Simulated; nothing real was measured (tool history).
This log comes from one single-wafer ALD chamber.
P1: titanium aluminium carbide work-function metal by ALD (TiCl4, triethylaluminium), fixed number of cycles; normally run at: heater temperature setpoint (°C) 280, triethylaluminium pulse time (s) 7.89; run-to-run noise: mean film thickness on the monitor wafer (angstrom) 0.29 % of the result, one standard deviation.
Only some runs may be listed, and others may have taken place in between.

run	day	heater temperature setpoint (°C)	triethylaluminium pulse time (s)	mean film thickness on the monitor wafer (angstrom)
1	0.312	280	7.89	18.241
2	0.546	280	7.89	18.17
# day 0.642: triethylaluminium bottle replaced
3	0.946	280	7.89	18.275
4	1.358	280	12.98	19.211
5	1.571	258	7.89	16.405
6	1.892	280	7.89	18.181
7	2.096	280	7.89	18.219
8	2.517	304	7.89	20.285
9	2.738	298	11.49	20.737
10	3.033	280	2.88	12.275
11	3.35	280	7.89	18.231
12	3.762	256	3.27	11.744
13	3.971	257	12.71	17.167
14	4.35	280	7.89	18.215
15	4.554	280	7.89	18.183
16	4.992	280	7.89	18.077
17	5.396	280	7.89	17.897
18	5.646	280	7.89	17.854
19	6.046	280	7.89	17.799
20	6.317	280	7.89	17.788
21	6.742	280	7.89	17.791
22	7.183	280	7.89	17.766
23	7.629	280	7.89	17.713
24	7.862	280	7.89	17.786

Something has made what P1 gives creep away from where it was; the 2 causes below, each at its own stated size, fit the log equally well:
A: triethylaluminium dose below that of a fresh bottle (%) = 10.6
B: wafer temperature below the value expected at the setpoint (K) = 5.04
The drift started at roughly day 4.35.

4 check runs are offered, one wafer each, their results left as question marks. Which one tells the causes apart?
check 1	8.096	297	7.89	?
check 2	8.096	303	7.89	?
check 3	8.096	290	3.22	?
check 4	8.096	258	7.89	?

Expected result of each check under each candidate cause:
check	result	if A	if B
check 1	mean film thickness on the monitor wafer (angstrom)	19.208	19.237
check 2	mean film thickness on the monitor wafer (angstrom)	19.716	19.755
check 3	mean film thickness on the monitor wafer (angstrom)	12.848	13.378
check 4	mean film thickness on the monitor wafer (angstrom)	15.983	15.953
How far apart the two closest causes lie, in the result that separates them most: check 1 0.15 %; check 2 0.2 %; check 3 4.04 %; check 4 0.19 %
Only check 3 tells the causes apart: in the others they would give nearly the same result.

With check 3 done, the readings were: mean film thickness on the monitor wafer (angstrom) 13.404. Identify which of the listed causes applies.

It is B: wafer temperature below the value expected at the setpoint (K).
